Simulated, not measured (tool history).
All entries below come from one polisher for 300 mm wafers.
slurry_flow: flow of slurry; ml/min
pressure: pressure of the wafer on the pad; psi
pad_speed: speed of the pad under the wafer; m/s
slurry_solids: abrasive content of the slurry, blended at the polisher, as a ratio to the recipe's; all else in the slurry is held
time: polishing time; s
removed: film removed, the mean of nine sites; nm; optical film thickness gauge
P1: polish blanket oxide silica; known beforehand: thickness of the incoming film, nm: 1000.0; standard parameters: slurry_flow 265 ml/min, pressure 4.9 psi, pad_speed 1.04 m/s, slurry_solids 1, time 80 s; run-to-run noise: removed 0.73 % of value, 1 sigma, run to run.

run	day	slurry_flow	pressure	pad_speed	slurry_solids	time	wafers polished on this pad	hours since the slurry nozzle was cleaned	hours since the head pressure was calibrated	hours since the slurry blender was calibrated	hours since the conditioning disc was replaced	removed
1	0.446	265	4.9	1.04	1	80	333	232.2	645.9	186.7	182.1	311.55
2	1.192	265	3.3	1.04	1	80	522	250.1	663.8	204.6	200	212.12
3	1.812	170	4.9	1.04	1	80	680	265	678.7	219.5	214.9	296.18
4	2.496	265	4.9	1.04	1	119	853	281.4	695.1	235.9	231.3	468.28
5	2.871	265	4.9	1.04	1	46	948	290.4	704.1	244.9	240.3	181.96
6	3.521	265	4.9	1.04	1	80	1113	306	719.7	260.5	255.9	316.24
7	3.979	265	4.9	1.04	0.5	80	1230	317	730.7	271.5	266.9	218.6
8	4.492	265	4.9	1.04	1.45	80	1360	329.3	743	283.8	279.2	372.04
# day 4.983: conditioning disc replaced and pad reconditioned
9	5.233	265	4.9	1.04	1	80	1548	347.1	760.8	301.6	6.1	315.99
10	5.85	265	4.9	1.04	1	80	1705	361.9	775.6	316.4	20.9	316.84
11	6.45	265	4.9	1.46	0.75	80	1857	376.3	790	330.8	35.3	357.96
12	7.112	265	4.9	1.46	1	80	2025	392.2	805.9	346.7	51.2	415.31
13	7.638	265	4.9	0.6	1	80	2158	404.8	818.5	359.3	63.8	202.83
14	8.421	265	4.9	1.04	1	80	2357	423.6	837.3	378.1	82.6	318.83
15	8.871	265	4.9	1.04	1	80	2471	434.4	848.1	388.9	93.4	313.29
16	9.462	265	7.6	1.04	1	80	2622	448.6	862.3	403.1	107.6	490.94
17	10.158	265	4.9	1.04	1	80	2798	465.3	879	419.8	124.3	316.3
18	10.912	420	4.9	1.04	1	80	2990	483.4	897.1	437.9	142.4	327.43
19	11.375	265	4.9	1.04	1	80	3107	494.5	908.2	449	153.5	319.16
20	12.088	265	4.9	1.04	1	80	3288	511.6	925.3	466.1	170.6	306.74
21	12.525	265	4.9	1.04	1	80	3399	522.1	935.8	476.6	181.1	302.67
22	13.183	265	4.9	1.04	1	80	3566	537.9	951.6	492.4	196.9	299.84
23	13.662	265	4.9	1.04	1	80	3688	549.4	963.1	503.9	208.4	295.05
# day 13.708: slurry nozzle cleaned
24	14.417	265	4.9	1.04	1	80	3879	17.1	981.2	522	226.5	293.85
# day 14.746: worn pad replaced by a new one
# day 15.108: conditioning disc replaced and pad reconditioned
25	15.15	265	4.9	1.04	1	80	103	34.7	998.8	539.6	1	290.62
26	15.862	265	4.9	1.04	1	80	284	51.8	1015.9	556.7	18.1	292.97
27	16.362	265	4.9	1.04	1	80	411	63.8	1027.9	568.7	30.1	293.98
28	17.158	265	4.9	1.04	1	80	613	82.9	1047	587.8	49.2	292.75

Something has made what P1 gives creep away from where it was; the 2 causes below, each at its own stated size, fit the log equally well:
A: head's pressure below its setpoint, % = 7.56
B: abrasive missing from the slurry, % = 15.2
Creep in the process output first set in at about day 11.375.
Each remaining cause and why it is not a fit:
removal rate lost through wear of the pad, %: serviced at day 14.746, which brought nothing back
slurry flow missing at the pad, %: serviced at day 13.708, which brought nothing back
time polished since the conditioner stopped cutting, s: serviced at day 15.108, which brought nothing back

Which of the 4 check runs listed below, each an average over 5 wafers with its results shown as question marks, gives clearly different results under the different listed causes?
check 1	17.954	265	4.9	0.7	0.55	80						?
check 2	17.954	265	4.9	0.76	1	60						?
check 3	17.954	385	4.9	1.04	1	80						?
check 4	17.954	265	7.5	1.04	1	80						?

Check results expected under each cause:
check	result	if A	if B
check 1	removed	155.15	151.48
check 2	removed	170.49	170.54
check 3	removed	301.54	301.63
check 4	removed	447.17	447.3
Minimum pairwise separation of causes per check, each pair taken at its best-separating result: check 1 2.39 %; check 2 0.03 %; check 3 0.03 %; check 4 0.03 %
Only check 1 tells the causes apart: in the others they would give nearly the same result.

Check 1 was then run and gave: removed 155.39 nm. Which cause is it?

Of the candidate causes, it is A: head's pressure below its setpoint, %.
